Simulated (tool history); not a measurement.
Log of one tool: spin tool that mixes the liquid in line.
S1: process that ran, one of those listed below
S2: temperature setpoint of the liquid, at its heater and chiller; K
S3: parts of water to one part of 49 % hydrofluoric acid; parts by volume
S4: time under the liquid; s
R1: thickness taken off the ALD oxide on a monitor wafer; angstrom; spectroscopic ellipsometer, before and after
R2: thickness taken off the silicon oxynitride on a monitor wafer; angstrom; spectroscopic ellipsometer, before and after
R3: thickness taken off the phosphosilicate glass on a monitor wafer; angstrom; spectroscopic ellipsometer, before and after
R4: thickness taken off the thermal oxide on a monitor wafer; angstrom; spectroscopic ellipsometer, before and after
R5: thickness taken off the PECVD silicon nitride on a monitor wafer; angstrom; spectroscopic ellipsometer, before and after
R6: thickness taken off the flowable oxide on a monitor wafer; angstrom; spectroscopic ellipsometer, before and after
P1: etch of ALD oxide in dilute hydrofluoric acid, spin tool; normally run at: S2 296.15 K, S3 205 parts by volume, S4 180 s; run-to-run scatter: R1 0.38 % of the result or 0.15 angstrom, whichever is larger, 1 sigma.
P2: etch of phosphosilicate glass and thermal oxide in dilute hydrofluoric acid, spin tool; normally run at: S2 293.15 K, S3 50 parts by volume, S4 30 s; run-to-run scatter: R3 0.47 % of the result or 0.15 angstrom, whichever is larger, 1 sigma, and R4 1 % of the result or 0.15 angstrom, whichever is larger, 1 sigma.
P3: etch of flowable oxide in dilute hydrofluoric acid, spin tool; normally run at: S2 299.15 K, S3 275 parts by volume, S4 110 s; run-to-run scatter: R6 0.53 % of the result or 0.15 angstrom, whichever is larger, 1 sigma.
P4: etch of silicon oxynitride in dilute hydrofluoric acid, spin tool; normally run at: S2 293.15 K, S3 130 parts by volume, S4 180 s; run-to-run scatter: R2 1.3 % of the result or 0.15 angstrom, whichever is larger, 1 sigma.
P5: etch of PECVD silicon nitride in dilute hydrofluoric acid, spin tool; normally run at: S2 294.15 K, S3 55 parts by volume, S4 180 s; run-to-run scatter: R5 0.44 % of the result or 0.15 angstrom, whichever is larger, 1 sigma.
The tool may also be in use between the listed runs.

Run 1, hour 8.5: S1 P1, S2 296.15 K, S3 205 parts by volume, S4 180 s. Result: R1 199.43 angstrom.
Run 2, hour 18: S1 P1, S2 296.15 K, S3 290 parts by volume, S4 310 s. Result: R1 222.49 angstrom.
Run 3, hour 30.9: S1 P4, S2 293.15 K, S3 130 parts by volume, S4 180 s. Result: R2 16.818 angstrom.
Run 4, hour 39.6: S1 P2, S2 293.15 K, S3 90 parts by volume, S4 30 s. Result: R3 459.79 angstrom, R4 13.437 angstrom.
Run 5, hour 47.1: S1 P4, S2 293.15 K, S3 130 parts by volume, S4 355 s. Result: R2 32.558 angstrom.
Run 6, hour 63.6: S1 P5, S2 294.15 K, S3 20 parts by volume, S4 180 s. Result: R5 253.36 angstrom.
Run 7, hour 77.7: S1 P2, S2 299.15 K, S3 50 parts by volume, S4 30 s. Result: R3 1129.5 angstrom, R4 32.615 angstrom.
At hour 93.7: thermometer replaced.
Run 8, hour 94.1: S1 P1, S2 296.15 K, S3 205 parts by volume, S4 180 s. Result: R1 199.57 angstrom.
Run 9, hour 102.6: S1 P3, S2 299.15 K, S3 275 parts by volume, S4 15 s. Result: R6 17.191 angstrom.
Run 10, hour 113.1: S1 P1, S2 291.15 K, S3 205 parts by volume, S4 180 s. Result: R1 165.07 angstrom.
Run 11, hour 129.1: S1 P3, S2 304.65 K, S3 275 parts by volume, S4 110 s. Result: R6 152.12 angstrom.
Run 12, hour 141.4: S1 P1, S2 296.15 K, S3 205 parts by volume, S4 180 s. Result: R1 199.35 angstrom.
Run 13, hour 152.7: S1 P1, S2 296.15 K, S3 355 parts by volume, S4 180 s. Result: R1 100.29 angstrom.
Run 14, hour 164.8: S1 P1, S2 296.15 K, S3 205 parts by volume, S4 355 s. Result: R1 393.97 angstrom.
Run 15, hour 178.3: S1 P5, S2 290.15 K, S3 55 parts by volume, S4 180 s. Result: R5 71.859 angstrom.
Run 16, hour 192.1: S1 P5, S2 294.15 K, S3 55 parts by volume, S4 355 s. Result: R5 187.73 angstrom.
Run 17, hour 201.7: S1 P1, S2 296.15 K, S3 205 parts by volume, S4 60 s. Result: R1 66.684 angstrom.
Run 18, hour 216.5: S1 P5, S2 294.15 K, S3 55 parts by volume, S4 180 s. Result: R5 94.78 angstrom.
Run 19, hour 231.5: S1 P2, S2 293.15 K, S3 50 parts by volume, S4 60 s. Result: R3 1759.9 angstrom, R4 51.031 angstrom.
Run 20, hour 241.2: S1 P3, S2 299.15 K, S3 440 parts by volume, S4 110 s. Result: R6 67.358 angstrom.
Run 21, hour 253.2: S1 P4, S2 293.15 K, S3 130 parts by volume, S4 180 s. Result: R2 15.884 angstrom.
Run 22, hour 261.1: S1 P4, S2 300.65 K, S3 130 parts by volume, S4 180 s. Result: R2 23.623 angstrom.
Run 23, hour 275.2: S1 P1, S2 296.15 K, S3 205 parts by volume, S4 180 s. Result: R1 197.62 angstrom.
Run 24, hour 284.7: S1 P1, S2 296.15 K, S3 100 parts by volume, S4 330 s. Result: R1 842.75 angstrom.
Run 25, hour 300.6: S1 P5, S2 294.15 K, S3 55 parts by volume, S4 180 s. Result: R5 96.148 angstrom.
Run 26, hour 309.9: S1 P4, S2 293.15 K, S3 205 parts by volume, S4 180 s. Result: R2 10.049 angstrom.
Run 27, hour 326.1: S1 P2, S2 293.15 K, S3 50 parts by volume, S4 30 s. Result: R3 869.96 angstrom, R4 25.726 angstrom.
Run 28, hour 334.5: S1 P1, S2 301.65 K, S3 205 parts by volume, S4 180 s. Result: R1 243.65 angstrom.
Run 29, hour 342: S1 P3, S2 299.15 K, S3 275 parts by volume, S4 110 s. Result: R6 126.13 angstrom.
Run 30, hour 355: S1 P1, S2 296.15 K, S3 205 parts by volume, S4 180 s. Result: R1 198.82 angstrom.
Run 31, hour 367.9: S1 P1, S2 296.15 K, S3 130 parts by volume, S4 180 s. Result: R1 341.48 angstrom.
Run 32, hour 379.1: S1 P1, S2 296.15 K, S3 205 parts by volume, S4 180 s. Result: R1 201.36 angstrom.
Run 33, hour 389.7: S1 P1, S2 296.15 K, S3 205 parts by volume, S4 180 s. Result: R1 197.22 angstrom.
Run 34, hour 400.8: S1 P1, S2 296.15 K, S3 205 parts by volume, S4 180 s. Result: R1 194.25 angstrom.
Run 35, hour 413.8: S1 P1, S2 296.15 K, S3 205 parts by volume, S4 180 s. Result: R1 193.23 angstrom.
Run 36, hour 428.4: S1 P1, S2 296.15 K, S3 205 parts by volume, S4 180 s. Result: R1 190.97 angstrom.
Run 37, hour 440.6: S1 P1, S2 296.15 K, S3 205 parts by volume, S4 180 s. Result: R1 189.68 angstrom.
Run 38, hour 451: S1 P1, S2 296.15 K, S3 205 parts by volume, S4 180 s. Result: R1 189.43 angstrom.
Run 39, hour 466.9: S1 P1, S2 296.15 K, S3 205 parts by volume, S4 180 s. Result: R1 189.28 angstrom.
Run 40, hour 479.4: S1 P1, S2 296.15 K, S3 205 parts by volume, S4 180 s. Result: R1 188.46 angstrom.
Run 41, hour 494.1: S1 P1, S2 296.15 K, S3 205 parts by volume, S4 180 s. Result: R1 189.79 angstrom.
Run 42, hour 510.5: S1 P1, S2 296.15 K, S3 205 parts by volume, S4 180 s. Result: R1 189.08 angstrom.
Run 43, hour 526.1: S1 P1, S2 296.15 K, S3 205 parts by volume, S4 180 s. Result: R1 189.23 angstrom.

What P1 gives has crept away from where it was. These 2 causes fit the log equally well, each at the size given:
A: liquid colder than its thermometer reads (K) = 1.5
B: hydrofluoric acid flow below the setpoint (%) = 4.49
The creep began at about hour 379.1.

4 check runs are offered, one wafer each, their results left as question marks. Which one tells the causes apart?
Run check 1, hour 541.7: S1 P3, S2 299.15 K, S3 275 parts by volume, S4 20 s. Result: R6 ?.
Run check 2, hour 541.7: S1 P5, S2 294.15 K, S3 55 parts by volume, S4 315 s. Result: R5 ?.
Run check 3, hour 541.7: S1 P2, S2 297.15 K, S3 80 parts by volume, S4 30 s. Result: R3 ?, R4 ?.
Run check 4, hour 541.7: S1 P4, S2 300.65 K, S3 130 parts by volume, S4 180 s. Result: R2 ?.

What each check would give under each cause:
  check  result    if A    if B
check 1      R6  21.828  21.671
check 2      R5  150.83  159.98
check 3      R3  582.84  588.71
check 3      R4  16.943  17.114
check 4      R2  21.829  22.189
How far apart the two closest causes lie, in the result that separates them most: check 1 0.72 %; check 2 5.89 %; check 3 1 %; check 4 1.64 %
Check 2 tells the causes apart: in the others they would give nearly the same result.

Then check 2 was run and gave: R5 150.5 angstrom. Which cause is it?

It is A: liquid colder than its thermometer reads (K).
